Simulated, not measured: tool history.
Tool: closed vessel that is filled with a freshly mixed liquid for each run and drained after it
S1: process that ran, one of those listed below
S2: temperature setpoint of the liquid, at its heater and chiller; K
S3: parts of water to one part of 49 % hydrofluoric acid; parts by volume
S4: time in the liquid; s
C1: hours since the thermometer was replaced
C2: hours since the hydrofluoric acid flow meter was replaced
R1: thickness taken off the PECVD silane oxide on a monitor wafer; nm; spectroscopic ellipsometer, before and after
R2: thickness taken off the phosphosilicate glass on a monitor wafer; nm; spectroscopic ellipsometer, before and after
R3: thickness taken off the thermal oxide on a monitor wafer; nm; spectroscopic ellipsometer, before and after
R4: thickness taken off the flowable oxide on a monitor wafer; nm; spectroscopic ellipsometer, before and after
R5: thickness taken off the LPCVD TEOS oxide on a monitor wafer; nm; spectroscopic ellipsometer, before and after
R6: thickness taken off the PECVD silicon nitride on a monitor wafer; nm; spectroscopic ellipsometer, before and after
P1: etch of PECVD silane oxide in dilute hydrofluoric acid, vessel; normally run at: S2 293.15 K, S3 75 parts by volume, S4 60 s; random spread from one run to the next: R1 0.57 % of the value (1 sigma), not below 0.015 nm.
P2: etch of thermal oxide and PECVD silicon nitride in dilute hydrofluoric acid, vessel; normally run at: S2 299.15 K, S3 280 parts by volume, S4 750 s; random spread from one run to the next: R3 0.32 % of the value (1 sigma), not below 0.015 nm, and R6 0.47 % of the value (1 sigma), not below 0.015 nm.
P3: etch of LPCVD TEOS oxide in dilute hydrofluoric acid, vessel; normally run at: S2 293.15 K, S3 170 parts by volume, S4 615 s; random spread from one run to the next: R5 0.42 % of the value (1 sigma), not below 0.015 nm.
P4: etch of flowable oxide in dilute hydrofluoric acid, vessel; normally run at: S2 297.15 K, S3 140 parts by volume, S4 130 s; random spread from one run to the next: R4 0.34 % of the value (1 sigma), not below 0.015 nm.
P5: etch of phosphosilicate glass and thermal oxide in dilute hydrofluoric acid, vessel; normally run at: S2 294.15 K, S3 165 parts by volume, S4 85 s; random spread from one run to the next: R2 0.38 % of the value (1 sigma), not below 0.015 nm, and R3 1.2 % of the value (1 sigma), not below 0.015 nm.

run	hour	S1	S2	S3	S4	C1	C2	R1	R2	R3	R4	R5	R6
1	4.2	P1	293.15	75	60	753.5	428.5	35.511					
2	12.2	P5	294.15	165	85	761.5	436.5		25.429	2.1709			
3	19.7	P4	297.15	40	130	769	444				137.72		
4	25.4	P4	297.15	140	45	774.7	449.7				12.101		
5	32.2	P5	294.15	165	30	781.5	456.5		8.8918	0.77054			
6	39	P1	293.15	75	60	788.3	463.3	35.413					
7	43	P4	305.15	140	130	792.3	467.3				46.897		
8	48.3	P1	293.15	75	30	797.6	472.6	17.864					
# hour 51.7: hydrofluoric acid flow meter replaced
9	52.2	P3	293.15	170	615	801.5	0.6					59.652	
10	57.9	P3	299.15	170	615	807.2	6.3					75.306	
11	62.6	P5	294.15	60	85	811.9	11		78.032	6.7001			
12	67.6	P3	293.15	170	1220	816.9	16					118.34	
13	71.8	P1	293.15	35	60	821.1	20.2	81.108					
14	78.8	P3	293.15	50	615	828.1	27.2					232.05	
15	86.3	P1	290.15	75	60	835.6	34.7	31.542					
16	91.3	P4	297.15	140	130	840.6	39.7				34.819		
17	98.4	P1	293.15	115	35	847.7	46.8	12.929					
18	104.9	P2	299.15	175	750	854.2	53.3			20.517			15.163
19	111.2	P2	306.65	280	750	860.5	59.6			14.681			14.628
20	118.9	P2	299.15	280	35	868.2	67.3			0.51507			0.43489
21	125.9	P1	293.15	75	60	875.2	74.3	35.469					
22	132.3	P1	293.15	75	120	881.6	80.7	71.011					
23	139.5	P2	299.15	280	750	888.8	87.9			11.339			9.4783
24	146.6	P5	290.15	165	85	895.9	95		21.639	1.855			
25	151.7	P2	299.15	280	750	901	100.1			11.39			9.5824
26	157.8	P1	299.15	75	60	907.1	106.2	45.337					
27	164.9	P5	294.15	165	85	914.2	113.3		25.257	2.1704			
28	169.8	P3	293.15	170	615	919.1	118.2					59.335	
29	178.1	P1	293.15	140	60	927.4	126.5	17.775					
30	182.1	P1	293.15	75	60	931.4	130.5	36.24					
31	189.2	P1	293.15	75	60	938.5	137.6	35.837					
32	194.9	P1	293.15	75	60	944.2	143.3	35.38					
33	202.2	P1	293.15	75	60	951.5	150.6	35.606					
34	210.7	P1	293.15	75	60	960	159.1	35.595					
35	216.8	P1	293.15	75	60	966.1	165.2	36.37					
36	220.9	P1	293.15	75	60	970.2	169.3	37.07					
37	226.8	P1	293.15	75	60	976.1	175.2	38.067					
38	234.3	P1	293.15	75	60	983.6	182.7	38.014					
39	240	P1	293.15	75	60	989.3	188.4	38.936					
40	246.1	P1	293.15	75	60	995.4	194.5	38.645					
41	252.3	P1	293.15	75	60	1001.6	200.7	38.46					
42	258.2	P1	293.15	75	60	1007.5	206.6	38.775					
43	265.5	P1	293.15	75	60	1014.8	213.9	39.451					
44	273.7	P1	293.15	75	60	1023	222.1	39.082					

What P1 gives has crept away from where it was. These 2 causes fit the log equally well, each at the size given:
A: liquid hotter than its thermometer reads (K) = 2.24
B: hydrofluoric acid flow above the setpoint (%) = 8.91
Onset of the creep was near hour 210.7.

Below are 4 check runs, each on a single wafer, with their results shown as question marks. Which of them would tell the listed causes apart, meaning the causes would give clearly different results under it?
check 1	281.9	P2	299.15	280	470					?			?
check 2	281.9	P5	294.15	80	40				?	?			
check 3	281.9	P3	293.15	60	1145							?	
check 4	281.9	P4	297.15	45	130						?		

What every check run would give for each of its results, assuming each possible cause in turn:
check	result	if A	if B
check 1	R3	7.7282	7.9919
check 1	R6	6.7712	6.4547
check 2	R2	29.568	29.613
check 2	R3	2.5198	2.5236
check 3	R5	390.01	389.07
check 4	R4	133.51	133.31
Smallest distance between any two causes, each pair judged by its most separating result, in per cent: check 1 4.79 %; check 2 0.15 %; check 3 0.24 %; check 4 0.15 %
Check 1 distinguishes between the causes, while the remaining checks would return nearly the same result for all of them.

Running check 1 produced the following: R3 7.7269 nm; R6 6.8427 nm. Which one of the listed causes fits?

It was cause A: liquid hotter than its thermometer reads (K).
